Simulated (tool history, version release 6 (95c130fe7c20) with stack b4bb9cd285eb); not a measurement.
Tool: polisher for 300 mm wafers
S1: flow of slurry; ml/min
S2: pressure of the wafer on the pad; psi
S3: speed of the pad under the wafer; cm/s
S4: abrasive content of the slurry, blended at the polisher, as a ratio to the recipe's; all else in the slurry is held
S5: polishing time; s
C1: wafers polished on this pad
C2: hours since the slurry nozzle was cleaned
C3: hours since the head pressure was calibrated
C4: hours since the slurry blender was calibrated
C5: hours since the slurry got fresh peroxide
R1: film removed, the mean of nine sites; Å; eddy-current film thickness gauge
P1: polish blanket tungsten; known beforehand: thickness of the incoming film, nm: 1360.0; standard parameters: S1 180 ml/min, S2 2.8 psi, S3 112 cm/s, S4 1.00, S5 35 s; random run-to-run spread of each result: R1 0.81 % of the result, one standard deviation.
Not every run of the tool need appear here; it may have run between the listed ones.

{"run": 1, "hour": 11.8, "S1": 180, "S2": 2.8, "S3": 112, "S4": 1.0, "S5": 35, "C1": 311, "C2": 253.4, "C3": 535.7, "C4": 95.0, "C5": 45.3, "R1": 1372.2}
{"run": 2, "hour": 25.9, "S1": 265, "S2": 2.8, "S3": 112, "S4": 1.0, "S5": 35, "C1": 447, "C2": 267.5, "C3": 549.8, "C4": 109.1, "C5": 59.4, "R1": 1410.4}
{"run": 3, "hour": 37.2, "S1": 110, "S2": 2.8, "S3": 112, "S4": 1.0, "S5": 35, "C1": 555, "C2": 278.8, "C3": 561.1, "C4": 120.4, "C5": 70.7, "R1": 1260.7}
{"run": 4, "hour": 45.7, "S1": 180, "S2": 1.4, "S3": 82, "S4": 1.0, "S5": 35, "C1": 637, "C2": 287.3, "C3": 569.6, "C4": 128.9, "C5": 79.2, "R1": 499.8}
{"run": 5, "hour": 54.1, "S1": 180, "S2": 2.8, "S3": 170, "S4": 1.0, "S5": 35, "C1": 718, "C2": 295.7, "C3": 578.0, "C4": 137.3, "C5": 87.6, "R1": 2078.3}
{"run": 6, "hour": 64.7, "S1": 180, "S2": 2.8, "S3": 112, "S4": 1.4, "S5": 35, "C1": 821, "C2": 306.3, "C3": 588.6, "C4": 147.9, "C5": 98.2, "R1": 1474.9}
{"run": 7, "hour": 75.9, "S1": 180, "S2": 1.3, "S3": 112, "S4": 1.0, "S5": 35, "C1": 929, "C2": 317.5, "C3": 599.8, "C4": 159.1, "C5": 109.4, "R1": 637.54}
{"run": 8, "hour": 82.8, "S1": 180, "S2": 2.8, "S3": 112, "S4": 1.0, "S5": 35, "C1": 995, "C2": 324.4, "C3": 606.7, "C4": 166.0, "C5": 116.3, "R1": 1371.4}
{"run": 9, "hour": 90.0, "S1": 180, "S2": 2.8, "S3": 112, "S4": 1.0, "S5": 35, "C1": 1065, "C2": 331.6, "C3": 613.9, "C4": 173.2, "C5": 123.5, "R1": 1383.6}
{"run": 10, "hour": 97.7, "S1": 180, "S2": 2.8, "S3": 112, "S4": 1.0, "S5": 35, "C1": 1139, "C2": 339.3, "C3": 621.6, "C4": 180.9, "C5": 131.2, "R1": 1375.6}
{"run": 11, "hour": 104.8, "S1": 180, "S2": 2.8, "S3": 112, "S4": 0.6, "S5": 35, "C1": 1207, "C2": 346.4, "C3": 628.7, "C4": 188.0, "C5": 138.3, "R1": 1233.1}
{"run": 12, "hour": 115.9, "S1": 180, "S2": 2.8, "S3": 112, "S4": 0.55, "S5": 51, "C1": 1314, "C2": 357.5, "C3": 639.8, "C4": 199.1, "C5": 149.4, "R1": 1723.2}
{"hour": 122.7, "done": "slurry nozzle cleaned"}
{"run": 13, "hour": 131.0, "S1": 180, "S2": 4.0, "S3": 112, "S4": 1.0, "S5": 35, "C1": 1460, "C2": 8.3, "C3": 654.9, "C4": 214.2, "C5": 164.5, "R1": 1928.4}
{"run": 14, "hour": 142.3, "S1": 110, "S2": 2.8, "S3": 112, "S4": 0.65, "S5": 35, "C1": 1569, "C2": 19.6, "C3": 666.2, "C4": 225.5, "C5": 175.8, "R1": 1128.4}

What will run 15 give?
{"run": 15, "hour": 155.4, "S1": 180, "S2": 2.8, "S3": 80, "S4": 1.0, "S5": 35, "C1": 1695, "C2": 32.7, "C3": 679.3, "C4": 238.6, "C5": 188.9, "R1": "?"}

{"run 15": {"R1": 977.86}}
